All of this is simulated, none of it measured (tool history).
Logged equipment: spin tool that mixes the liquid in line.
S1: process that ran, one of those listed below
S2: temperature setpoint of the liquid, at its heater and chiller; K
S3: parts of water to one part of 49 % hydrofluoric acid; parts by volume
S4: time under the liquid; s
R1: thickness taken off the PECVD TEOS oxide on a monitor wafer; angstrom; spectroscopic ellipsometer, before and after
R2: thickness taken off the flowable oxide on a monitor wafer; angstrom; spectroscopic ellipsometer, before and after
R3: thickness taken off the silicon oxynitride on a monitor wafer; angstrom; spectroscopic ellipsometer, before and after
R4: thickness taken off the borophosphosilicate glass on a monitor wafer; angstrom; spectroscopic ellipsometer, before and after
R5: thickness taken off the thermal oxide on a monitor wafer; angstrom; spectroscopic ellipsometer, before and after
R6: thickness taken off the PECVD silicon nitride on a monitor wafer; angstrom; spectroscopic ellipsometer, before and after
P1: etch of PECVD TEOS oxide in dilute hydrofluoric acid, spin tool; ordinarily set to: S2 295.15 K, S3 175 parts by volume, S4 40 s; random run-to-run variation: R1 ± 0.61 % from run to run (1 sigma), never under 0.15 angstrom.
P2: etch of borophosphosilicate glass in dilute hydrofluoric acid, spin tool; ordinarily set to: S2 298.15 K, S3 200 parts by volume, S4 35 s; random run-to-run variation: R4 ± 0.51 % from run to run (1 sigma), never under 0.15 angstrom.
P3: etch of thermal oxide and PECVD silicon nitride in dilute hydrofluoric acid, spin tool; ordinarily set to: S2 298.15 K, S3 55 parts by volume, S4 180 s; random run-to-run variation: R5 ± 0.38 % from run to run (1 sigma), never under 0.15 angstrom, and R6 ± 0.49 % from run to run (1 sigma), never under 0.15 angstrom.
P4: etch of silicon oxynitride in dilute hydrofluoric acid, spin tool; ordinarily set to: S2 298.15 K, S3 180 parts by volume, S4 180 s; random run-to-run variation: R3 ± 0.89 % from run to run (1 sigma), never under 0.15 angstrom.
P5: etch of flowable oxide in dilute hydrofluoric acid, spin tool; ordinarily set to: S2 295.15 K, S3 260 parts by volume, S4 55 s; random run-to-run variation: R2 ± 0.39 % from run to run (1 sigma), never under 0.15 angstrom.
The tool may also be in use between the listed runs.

{"run": 1, "day": 0.296, "S1": "P1", "S2": 295.15, "S3": 175, "S4": 40, "R1": 55.637}
{"run": 2, "day": 0.6, "S1": "P5", "S2": 302.15, "S3": 260, "S4": 55, "R2": 123.61}
{"run": 3, "day": 0.9, "S1": "P1", "S2": 295.15, "S3": 175, "S4": 40, "R1": 56.889}
{"run": 4, "day": 1.1, "S1": "P1", "S2": 295.15, "S3": 175, "S4": 40, "R1": 56.253}
{"run": 5, "day": 1.392, "S1": "P4", "S2": 298.15, "S3": 180, "S4": 25, "R3": 3.8452}
{"run": 6, "day": 1.558, "S1": "P1", "S2": 290.15, "S3": 175, "S4": 40, "R1": 46.342}
{"run": 7, "day": 1.825, "S1": "P5", "S2": 295.15, "S3": 260, "S4": 15, "R2": 26.263}
{"run": 8, "day": 2.058, "S1": "P2", "S2": 298.15, "S3": 200, "S4": 15, "R4": 31.625}
{"run": 9, "day": 2.433, "S1": "P4", "S2": 298.15, "S3": 180, "S4": 180, "R3": 31.493}
{"run": 10, "day": 2.8, "S1": "P2", "S2": 298.15, "S3": 200, "S4": 35, "R4": 74.003}
{"run": 11, "day": 3.121, "S1": "P1", "S2": 295.15, "S3": 175, "S4": 20, "R1": 28.42}
{"run": 12, "day": 3.383, "S1": "P1", "S2": 295.15, "S3": 175, "S4": 40, "R1": 55.837}
{"run": 13, "day": 3.579, "S1": "P3", "S2": 298.15, "S3": 55, "S4": 95, "R5": 94.194, "R6": 31.831}
{"run": 14, "day": 3.858, "S1": "P1", "S2": 295.15, "S3": 175, "S4": 40, "R1": 55.855}
{"run": 15, "day": 4.067, "S1": "P1", "S2": 295.15, "S3": 175, "S4": 70, "R1": 99.171}
{"run": 16, "day": 4.279, "S1": "P2", "S2": 306.65, "S3": 200, "S4": 35, "R4": 100.54}
{"run": 17, "day": 4.638, "S1": "P4", "S2": 298.15, "S3": 80, "S4": 180, "R3": 76.318}
{"run": 18, "day": 4.988, "S1": "P2", "S2": 298.15, "S3": 65, "S4": 35, "R4": 268.67}
{"run": 19, "day": 5.325, "S1": "P3", "S2": 298.15, "S3": 55, "S4": 180, "R5": 179.35, "R6": 60.256}
{"run": 20, "day": 5.5, "S1": "P1", "S2": 290.15, "S3": 175, "S4": 75, "R1": 86.351}
{"run": 21, "day": 5.875, "S1": "P3", "S2": 298.15, "S3": 55, "S4": 180, "R5": 179.51, "R6": 59.848}
{"run": 22, "day": 6.192, "S1": "P3", "S2": 298.15, "S3": 30, "S4": 180, "R5": 341.36, "R6": 108.63}
{"run": 23, "day": 6.571, "S1": "P3", "S2": 306.15, "S3": 55, "S4": 180, "R5": 245.8, "R6": 101.58}
{"run": 24, "day": 6.75, "S1": "P4", "S2": 292.65, "S3": 180, "S4": 180, "R3": 24.169}
{"run": 25, "day": 7.017, "S1": "P1", "S2": 299.15, "S3": 175, "S4": 40, "R1": 65.303}
{"run": 26, "day": 7.35, "S1": "P1", "S2": 295.15, "S3": 315, "S4": 40, "R1": 27.465}
{"run": 27, "day": 7.621, "S1": "P1", "S2": 295.15, "S3": 65, "S4": 40, "R1": 171.45}
{"run": 28, "day": 7.962, "S1": "P4", "S2": 298.15, "S3": 180, "S4": 180, "R3": 31.051}
{"run": 29, "day": 8.217, "S1": "P5", "S2": 295.15, "S3": 260, "S4": 55, "R2": 96.084}
{"run": 30, "day": 8.562, "S1": "P1", "S2": 295.15, "S3": 175, "S4": 40, "R1": 56.217}
{"run": 31, "day": 8.808, "S1": "P2", "S2": 298.15, "S3": 200, "S4": 35, "R4": 73.994}
{"run": 32, "day": 9.021, "S1": "P5", "S2": 295.15, "S3": 110, "S4": 55, "R2": 265.96}
{"run": 33, "day": 9.204, "S1": "P1", "S2": 295.15, "S3": 175, "S4": 40, "R1": 55.813}
{"run": 34, "day": 9.404, "S1": "P1", "S2": 295.15, "S3": 175, "S4": 40, "R1": 57.001}
{"run": 35, "day": 9.754, "S1": "P1", "S2": 295.15, "S3": 175, "S4": 40, "R1": 58.76}
{"run": 36, "day": 10.104, "S1": "P1", "S2": 295.15, "S3": 175, "S4": 40, "R1": 59.576}
{"run": 37, "day": 10.296, "S1": "P1", "S2": 295.15, "S3": 175, "S4": 40, "R1": 59.586}
{"run": 38, "day": 10.612, "S1": "P1", "S2": 295.15, "S3": 175, "S4": 40, "R1": 60.06}
{"run": 39, "day": 10.821, "S1": "P1", "S2": 295.15, "S3": 175, "S4": 40, "R1": 60.418}
{"run": 40, "day": 11.171, "S1": "P1", "S2": 295.15, "S3": 175, "S4": 40, "R1": 60.333}
{"run": 41, "day": 11.4, "S1": "P1", "S2": 295.15, "S3": 175, "S4": 40, "R1": 59.572}
{"run": 42, "day": 11.771, "S1": "P1", "S2": 295.15, "S3": 175, "S4": 40, "R1": 59.837}

P1 no longer gives what it gave before; its output has crept away from where it was. The following 2 causes, each at its listed size, fit the log equally well:
A: hydrofluoric acid flow above the setpoint (%) = 5.97
B: liquid hotter than its thermometer reads (K) = 1.8
The gradual shift began around day 9.204.

Consider the 4 single-wafer check runs listed below, results given as question marks: which one distinguishes between the causes by giving clearly different results for each?
{"run": "check 1", "day": 12.142, "S1": "P4", "S2": 298.15, "S3": 180, "S4": 180, "R3": "?"}
{"run": "check 2", "day": 12.142, "S1": "P5", "S2": 295.15, "S3": 260, "S4": 55, "R2": "?"}
{"run": "check 3", "day": 12.142, "S1": "P2", "S2": 298.15, "S3": 200, "S4": 35, "R4": "?"}
{"run": "check 4", "day": 12.142, "S1": "P3", "S2": 298.15, "S3": 55, "S4": 180, "R5": "?", "R6": "?"}

Check results expected under each cause:
check=check_1 result=R3 if_A=33.125 if_B=33.578
check=check_2 result=R2 if_A=103.41 if_B=102.65
check=check_3 result=R4 if_A=79.763 if_B=79.339
check=check_4 result=R5 if_A=190.25 if_B=192.25
check=check_4 result=R6 if_A=63.187 if_B=67.258
How far apart the two closest causes lie, in the result that separates them most: check 1 1.36 %; check 2 0.74 %; check 3 0.53 %; check 4 6.24 %
Of the check runs offered, only check 4 discriminates between the causes; the rest would read about the same regardless of which cause applies.

With check 4 done, the readings were: R5 189.54 angstrom; R6 63.647 angstrom. Identify which of the listed causes applies.

A is the cause: hydrofluoric acid flow above the setpoint (%).
